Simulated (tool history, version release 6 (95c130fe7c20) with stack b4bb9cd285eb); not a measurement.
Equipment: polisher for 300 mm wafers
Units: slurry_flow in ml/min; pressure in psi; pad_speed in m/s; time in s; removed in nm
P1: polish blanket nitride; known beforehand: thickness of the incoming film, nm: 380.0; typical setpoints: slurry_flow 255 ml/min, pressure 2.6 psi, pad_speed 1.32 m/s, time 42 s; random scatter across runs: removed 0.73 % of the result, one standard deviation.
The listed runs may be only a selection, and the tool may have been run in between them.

run,hour,slurry_flow,pressure,pad_speed,time,wafers polished on this pad,hours since the slurry nozzle was cleaned,hours since the head pressure was calibrated,removed
1,13.6,255,2.6,1.32,42,627,202.0,106.4,72.011
2,20.9,255,1.7,1.32,42,705,209.3,113.7,48.175
3,34.9,255,4.1,1.32,42,852,223.3,127.7,115.960
4,46.3,255,2.6,1.32,42,973,234.7,139.1,73.471
5,58.7,155,2.6,1.32,42,1103,247.1,151.5,69.047
6,72.2,255,2.6,1.32,58,1246,260.6,165.0,101.390
7,81.1,255,2.6,1.32,42,1340,269.5,173.9,72.630
8,91.9,255,2.6,1.32,42,1454,280.3,184.7,73.353
9,102.3,255,2.6,1.98,42,1564,290.7,195.1,99.867
10,114.0,255,2.6,1.32,42,1687,302.4,206.8,72.777
11,125.5,255,2.6,1.84,28,1809,313.9,218.3,63.256
12,134.5,255,2.6,0.74,42,1904,322.9,227.3,46.220
13,145.9,255,2.6,1.32,42,2024,334.3,238.7,73.197
14,153.0,255,2.6,1.32,20,2099,341.4,245.8,34.523
15,165.8,335,2.6,1.32,42,2234,354.2,258.6,74.712
16,177.2,255,2.6,1.32,42,2354,365.6,270.0,73.533
17,188.9,255,2.6,1.32,42,2478,377.3,281.7,71.833
18,199.6,255,2.6,1.32,42,2591,388.0,292.4,71.192
19,214.1,255,2.6,1.32,42,2744,402.5,306.9,71.847
20,221.2,255,2.6,1.32,42,2819,409.6,314.0,69.985
# hour 229.0: worn pad replaced by a new one
21,233.9,255,2.6,1.32,42,52,422.3,326.7,70.068
22,247.0,255,2.6,1.32,42,190,435.4,339.8,71.065
23,257.5,255,2.6,1.32,42,301,445.9,350.3,69.736
24,265.1,255,2.6,1.32,42,382,453.5,357.9,69.150
25,272.9,255,2.6,1.32,42,464,461.3,365.7,69.600
26,283.9,255,2.6,1.32,42,580,472.3,376.7,69.833
27,292.6,255,2.6,1.32,42,672,481.0,385.4,69.453

What P1 gives has crept off from where it sat before. The 2 causes that follow fit the log equally well, each at the size noted:
A: slurry flow missing at the pad, % = 31.3
B: head's pressure below its setpoint, % = 4.64
Creep in the process output first set in at about hour 177.2.
What rules out each remaining cause:
removal rate lost through wear of the pad, %: work on it at hour 229.0, done after the drift set in, did not restore what the process gave before

Below are 4 check runs, each averaged over 5 wafers, with their results shown as question marks. Which of them would give clearly different results depending on which cause is behind the drift?
check 1,301.3,255,3.4,0.88,42,,,,?
check 2,301.3,255,2.6,1.92,29,,,,?
check 3,301.3,255,4.0,1.32,42,,,,?
check 4,301.3,155,2.6,1.32,42,,,,?

How each check would come out, cause by cause:
check,result,if A,if B
check 1,removed,65.865,65.862
check 2,removed,64.916,64.913
check 3,removed,107.180,107.170
check 4,removed,63.367,65.153
Smallest distance between any two causes, each pair judged by its most separating result, in per cent: check 1 0 %; check 2 0 %; check 3 0 %; check 4 2.78 %
The causes can be told apart only by check 4. The other checks would give nearly the same results under each of them.

With check 4 done, the readings were: removed 63.749 nm. Identify which of the listed causes applies.

A is the cause: slurry flow missing at the pad, %.
